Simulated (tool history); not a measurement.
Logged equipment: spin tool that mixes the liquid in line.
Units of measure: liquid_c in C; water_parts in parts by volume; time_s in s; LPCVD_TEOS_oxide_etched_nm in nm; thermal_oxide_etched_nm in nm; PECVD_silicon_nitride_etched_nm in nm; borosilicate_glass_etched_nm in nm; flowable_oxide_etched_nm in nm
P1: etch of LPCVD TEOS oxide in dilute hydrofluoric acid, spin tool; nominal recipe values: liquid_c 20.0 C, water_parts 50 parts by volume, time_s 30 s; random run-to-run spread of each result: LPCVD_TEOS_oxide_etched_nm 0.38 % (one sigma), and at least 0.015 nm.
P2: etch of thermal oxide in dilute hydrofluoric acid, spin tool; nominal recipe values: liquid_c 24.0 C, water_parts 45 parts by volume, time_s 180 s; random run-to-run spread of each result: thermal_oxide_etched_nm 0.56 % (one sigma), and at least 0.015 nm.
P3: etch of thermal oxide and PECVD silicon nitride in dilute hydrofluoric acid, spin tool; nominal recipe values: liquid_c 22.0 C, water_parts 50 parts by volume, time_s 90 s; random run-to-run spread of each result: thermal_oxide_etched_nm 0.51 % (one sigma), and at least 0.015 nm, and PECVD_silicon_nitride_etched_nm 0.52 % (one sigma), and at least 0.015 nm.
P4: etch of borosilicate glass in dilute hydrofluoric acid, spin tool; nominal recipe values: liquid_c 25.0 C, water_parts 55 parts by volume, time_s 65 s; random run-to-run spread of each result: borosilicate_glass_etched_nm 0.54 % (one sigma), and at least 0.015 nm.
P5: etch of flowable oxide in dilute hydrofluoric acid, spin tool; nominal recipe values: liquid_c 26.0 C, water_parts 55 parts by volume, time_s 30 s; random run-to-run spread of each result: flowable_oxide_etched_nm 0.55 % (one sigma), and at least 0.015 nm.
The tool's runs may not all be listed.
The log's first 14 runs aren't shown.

run	day	process	liquid_c	water_parts	time_s	hours since the thermometer was replaced	hours since the hydrofluoric acid flow meter was replaced	LPCVD_TEOS_oxide_etched_nm	thermal_oxide_etched_nm	PECVD_silicon_nitride_etched_nm	borosilicate_glass_etched_nm	flowable_oxide_etched_nm
15	6.938	P1	20.0	50	30	587.5	1443.9	17.7910				
16	7.604	P1	20.0	50	45	603.5	1459.9	26.6290				
17	8.075	P1	20.0	20	30	614.8	1471.2	45.9690				
18	8.742	P2	24.0	25	180	630.8	1487.2		38.1680			
19	9.475	P5	21.5	55	30	648.4	1504.8					18.769
20	9.900	P3	22.0	50	90	658.6	1515.0		8.7399	7.4266		
21	10.417	P5	26.0	25	30	671.0	1527.4					52.309
22	10.946	P1	17.0	50	30	683.7	1540.1	15.4900				
23	11.633	P5	26.0	55	15	700.2	1556.6					11.237
24	12.075	P1	20.0	20	60	710.8	1567.2	91.3440				
25	12.450	P3	22.0	50	40	719.8	1576.2		3.8585	3.3206		
26	12.771	P5	26.0	55	30	727.5	1583.9					22.459
27	13.267	P2	24.0	45	180	739.4	1595.8		20.8030			
28	13.696	P1	20.0	50	15	749.7	1606.1	8.8051				
29	14.346	P4	25.0	55	65	765.3	1621.7				54.176	
30	14.804	P4	25.0	55	100	776.3	1632.7				82.934	
31	15.308	P1	20.0	50	30	788.4	1644.8	17.7670				
32	15.912	P1	20.0	80	30	802.9	1659.3	10.6970				
33	16.375	P1	20.0	50	30	814.0	1670.4	17.6710				
34	17.079	P1	20.0	50	30	830.9	1687.3	17.0040				
35	17.467	P1	20.0	50	30	840.2	1696.6	16.9170				
36	18.062	P1	20.0	50	30	854.5	1710.9	16.5140				

The next listed run, before its measurement:
37	18.504	P1	20.0	50	30	865.1	1721.5	?				

LPCVD_TEOS_oxide_etched_nm: 16.5110 nm
